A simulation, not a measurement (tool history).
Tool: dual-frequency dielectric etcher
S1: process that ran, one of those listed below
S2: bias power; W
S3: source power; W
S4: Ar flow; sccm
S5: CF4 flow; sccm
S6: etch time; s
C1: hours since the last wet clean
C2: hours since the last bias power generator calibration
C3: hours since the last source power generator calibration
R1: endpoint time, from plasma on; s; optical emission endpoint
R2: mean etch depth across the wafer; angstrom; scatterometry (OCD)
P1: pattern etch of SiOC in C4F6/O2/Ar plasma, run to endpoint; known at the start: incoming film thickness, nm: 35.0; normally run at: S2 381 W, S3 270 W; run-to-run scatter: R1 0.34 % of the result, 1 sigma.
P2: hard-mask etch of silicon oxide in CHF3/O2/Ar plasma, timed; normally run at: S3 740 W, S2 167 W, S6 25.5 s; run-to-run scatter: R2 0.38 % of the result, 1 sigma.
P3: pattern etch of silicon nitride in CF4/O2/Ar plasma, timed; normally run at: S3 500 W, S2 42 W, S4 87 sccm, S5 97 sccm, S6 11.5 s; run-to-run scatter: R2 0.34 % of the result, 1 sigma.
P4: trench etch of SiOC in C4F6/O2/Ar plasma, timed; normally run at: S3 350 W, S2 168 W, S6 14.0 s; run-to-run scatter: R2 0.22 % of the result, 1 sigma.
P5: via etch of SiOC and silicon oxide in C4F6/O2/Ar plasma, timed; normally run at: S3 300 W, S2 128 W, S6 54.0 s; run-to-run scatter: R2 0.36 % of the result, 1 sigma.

{"run": 1, "hour": 12.0, "S1": "P1", "S2": 381, "S3": 270, "C1": 168.2, "C2": 544.2, "C3": 2821.7, "R1": 14.388}
{"run": 2, "hour": 22.2, "S1": "P3", "S2": 42, "S3": 500, "S4": 87, "S5": 97, "S6": 11.5, "C1": 178.4, "C2": 554.4, "C3": 2831.9, "R2": 209.21}
{"run": 3, "hour": 31.1, "S1": "P3", "S2": 42, "S3": 500, "S4": 87, "S5": 120, "S6": 11.5, "C1": 187.3, "C2": 563.3, "C3": 2840.8, "R2": 215.68}
{"run": 4, "hour": 38.8, "S1": "P3", "S2": 26, "S3": 500, "S4": 87, "S5": 97, "S6": 11.5, "C1": 195.0, "C2": 571.0, "C3": 2848.5, "R2": 179.36}
{"run": 5, "hour": 49.5, "S1": "P2", "S2": 167, "S3": 740, "S6": 25.5, "C1": 205.7, "C2": 581.7, "C3": 2859.2, "R2": 527.36}
{"run": 6, "hour": 56.4, "S1": "P1", "S2": 381, "S3": 320, "C1": 212.6, "C2": 588.6, "C3": 2866.1, "R1": 13.538}
{"run": 7, "hour": 66.5, "S1": "P5", "S2": 128, "S3": 300, "S6": 54.0, "C1": 222.7, "C2": 598.7, "C3": 2876.2, "R2": 507.42}
{"run": 8, "hour": 80.6, "S1": "P2", "S2": 167, "S3": 740, "S6": 35.0, "C1": 236.8, "C2": 612.8, "C3": 2890.3, "R2": 720.89}
{"run": 9, "hour": 89.7, "S1": "P3", "S2": 42, "S3": 660, "S4": 87, "S5": 97, "S6": 11.5, "C1": 245.9, "C2": 621.9, "C3": 2899.4, "R2": 266.57}
{"run": 10, "hour": 101.3, "S1": "P2", "S2": 167, "S3": 890, "S6": 25.5, "C1": 257.5, "C2": 633.5, "C3": 2911.0, "R2": 563.36}
{"run": 11, "hour": 108.2, "S1": "P3", "S2": 42, "S3": 500, "S4": 58, "S5": 97, "S6": 11.5, "C1": 264.4, "C2": 640.4, "C3": 2917.9, "R2": 218.95}
{"run": 12, "hour": 117.6, "S1": "P5", "S2": 102, "S3": 300, "S6": 54.0, "C1": 273.8, "C2": 649.8, "C3": 2927.3, "R2": 473.43}
{"run": 13, "hour": 127.6, "S1": "P1", "S2": 381, "S3": 180, "C1": 283.8, "C2": 659.8, "C3": 2937.3, "R1": 16.812}
{"run": 14, "hour": 140.4, "S1": "P4", "S2": 168, "S3": 350, "S6": 18.0, "C1": 296.6, "C2": 672.6, "C3": 2950.1, "R2": 337.93}
{"run": 15, "hour": 154.6, "S1": "P1", "S2": 381, "S3": 270, "C1": 310.8, "C2": 686.8, "C3": 2964.3, "R1": 14.5}
{"run": 16, "hour": 166.7, "S1": "P3", "S2": 42, "S3": 500, "S4": 87, "S5": 97, "S6": 14.5, "C1": 322.9, "C2": 698.9, "C3": 2976.4, "R2": 263.78}
{"run": 17, "hour": 175.2, "S1": "P1", "S2": 381, "S3": 270, "C1": 331.4, "C2": 707.4, "C3": 2984.9, "R1": 14.369}
{"run": 18, "hour": 186.4, "S1": "P1", "S2": 303, "S3": 270, "C1": 342.6, "C2": 718.6, "C3": 2996.1, "R1": 15.681}
{"run": 19, "hour": 198.3, "S1": "P4", "S2": 131, "S3": 350, "S6": 14.0, "C1": 354.5, "C2": 730.5, "C3": 3008.0, "R2": 243.51}
{"run": 20, "hour": 205.0, "S1": "P1", "S2": 486, "S3": 180, "C1": 361.2, "C2": 737.2, "C3": 3014.7, "R1": 15.293}
{"run": 21, "hour": 214.4, "S1": "P5", "S2": 128, "S3": 300, "S6": 76.0, "C1": 370.6, "C2": 746.6, "C3": 3024.1, "R2": 710.34}
{"run": 22, "hour": 226.0, "S1": "P4", "S2": 168, "S3": 210, "S6": 14.0, "C1": 382.2, "C2": 758.2, "C3": 3035.7, "R2": 215.68}
{"run": 23, "hour": 232.5, "S1": "P2", "S2": 167, "S3": 740, "S6": 25.5, "C1": 388.7, "C2": 764.7, "C3": 3042.2, "R2": 525.88}
{"run": 24, "hour": 238.9, "S1": "P3", "S2": 42, "S3": 500, "S4": 87, "S5": 97, "S6": 11.5, "C1": 395.1, "C2": 771.1, "C3": 3048.6, "R2": 209.49}
{"hour": 245.1, "done": "wet clean of the chamber"}
{"run": 25, "hour": 245.7, "S1": "P1", "S2": 305, "S3": 200, "C1": 0.7, "C2": 777.9, "C3": 3055.4, "R1": 17.498}
{"run": 26, "hour": 257.4, "S1": "P1", "S2": 462, "S3": 350, "C1": 12.4, "C2": 789.6, "C3": 3067.1, "R1": 12.233}
{"run": 27, "hour": 269.5, "S1": "P1", "S2": 528, "S3": 270, "C1": 24.5, "C2": 801.7, "C3": 3079.2, "R1": 12.692}
{"run": 28, "hour": 282.8, "S1": "P5", "S2": 128, "S3": 230, "S6": 54.0, "C1": 37.8, "C2": 815.0, "C3": 3092.5, "R2": 458.52}
{"run": 29, "hour": 294.6, "S1": "P5", "S2": 128, "S3": 300, "S6": 54.0, "C1": 49.6, "C2": 826.8, "C3": 3104.3, "R2": 507.44}
{"run": 30, "hour": 309.0, "S1": "P4", "S2": 168, "S3": 350, "S6": 14.0, "C1": 64.0, "C2": 841.2, "C3": 3118.7, "R2": 262.33}
{"run": 31, "hour": 322.3, "S1": "P4", "S2": 168, "S3": 350, "S6": 14.0, "C1": 77.3, "C2": 854.5, "C3": 3132.0, "R2": 262.48}
{"run": 32, "hour": 329.5, "S1": "P2", "S2": 115, "S3": 740, "S6": 25.5, "C1": 84.5, "C2": 861.7, "C3": 3139.2, "R2": 466.26}
{"run": 33, "hour": 343.6, "S1": "P1", "S2": 381, "S3": 270, "C1": 98.6, "C2": 875.8, "C3": 3153.3, "R1": 14.391}
{"run": 34, "hour": 354.8, "S1": "P1", "S2": 381, "S3": 270, "C1": 109.8, "C2": 887.0, "C3": 3164.5, "R1": 14.433}
{"run": 35, "hour": 368.1, "S1": "P1", "S2": 381, "S3": 270, "C1": 123.1, "C2": 900.3, "C3": 3177.8, "R1": 14.495}
{"run": 36, "hour": 379.5, "S1": "P1", "S2": 381, "S3": 270, "C1": 134.5, "C2": 911.7, "C3": 3189.2, "R1": 14.591}
{"run": 37, "hour": 393.1, "S1": "P1", "S2": 381, "S3": 270, "C1": 148.1, "C2": 925.3, "C3": 3202.8, "R1": 14.674}
{"hour": 399.5, "done": "wet clean of the chamber"}
{"run": 38, "hour": 399.5, "S1": "P1", "S2": 381, "S3": 270, "C1": 0.0, "C2": 931.7, "C3": 3209.2, "R1": 14.699}
{"run": 39, "hour": 408.3, "S1": "P1", "S2": 381, "S3": 270, "C1": 8.8, "C2": 940.5, "C3": 3218.0, "R1": 14.597}
{"run": 40, "hour": 415.5, "S1": "P1", "S2": 381, "S3": 270, "C1": 16.0, "C2": 947.7, "C3": 3225.2, "R1": 14.649}
{"run": 41, "hour": 428.4, "S1": "P1", "S2": 381, "S3": 270, "C1": 28.9, "C2": 960.6, "C3": 3238.1, "R1": 14.634}
{"run": 42, "hour": 439.6, "S1": "P1", "S2": 381, "S3": 270, "C1": 40.1, "C2": 971.8, "C3": 3249.3, "R1": 14.666}
{"run": 43, "hour": 447.6, "S1": "P1", "S2": 381, "S3": 270, "C1": 48.1, "C2": 979.8, "C3": 3257.3, "R1": 14.616}
{"run": 44, "hour": 461.2, "S1": "P1", "S2": 381, "S3": 270, "C1": 61.7, "C2": 993.4, "C3": 3270.9, "R1": 14.62}

What P1 gives has crept away from where it was. These 2 causes fit the log equally well, each at the size given:
A: source power that arrives under what is set, % = 4.45
B: bias power that arrives under what is set, % = 4.53
The creep began at about hour 354.8.
Why every other cause is out:
chamber walls in a state that lowers the etch rate, %: serviced at hour 399.5, which brought nothing back

4 check runs are offered, each on 2 wafers whose results are averaged, their results left as question marks. Which one tells the causes apart?
{"run": "check 1", "hour": 474.8, "S1": "P2", "S2": 167, "S3": 740, "S6": 25.5, "R2": "?"}
{"run": "check 2", "hour": 474.8, "S1": "P5", "S2": 128, "S3": 300, "S6": 54.0, "R2": "?"}
{"run": "check 3", "hour": 474.8, "S1": "P4", "S2": 168, "S3": 350, "S6": 14.0, "R2": "?"}
{"run": "check 4", "hour": 474.8, "S1": "P3", "S2": 42, "S3": 500, "S4": 87, "S5": 97, "S6": 11.5, "R2": "?"}

What each check would give under each cause:
check=check_1 result=R2 if_A=516.40 if_B=517.70
check=check_2 result=R2 if_A=499.03 if_B=500.93
check=check_3 result=R2 if_A=258.35 if_B=259.18
check=check_4 result=R2 if_A=201.12 if_B=205.91
How far apart the two closest causes lie, in the result that separates them most: check 1 0.25 %; check 2 0.38 %; check 3 0.32 %; check 4 2.36 %
Only check 4 tells the causes apart: in the others they would give nearly the same result.

Then check 4 was run and gave: R2 201.40 angstrom. Which cause is it?

It is A: source power that arrives under what is set, %.

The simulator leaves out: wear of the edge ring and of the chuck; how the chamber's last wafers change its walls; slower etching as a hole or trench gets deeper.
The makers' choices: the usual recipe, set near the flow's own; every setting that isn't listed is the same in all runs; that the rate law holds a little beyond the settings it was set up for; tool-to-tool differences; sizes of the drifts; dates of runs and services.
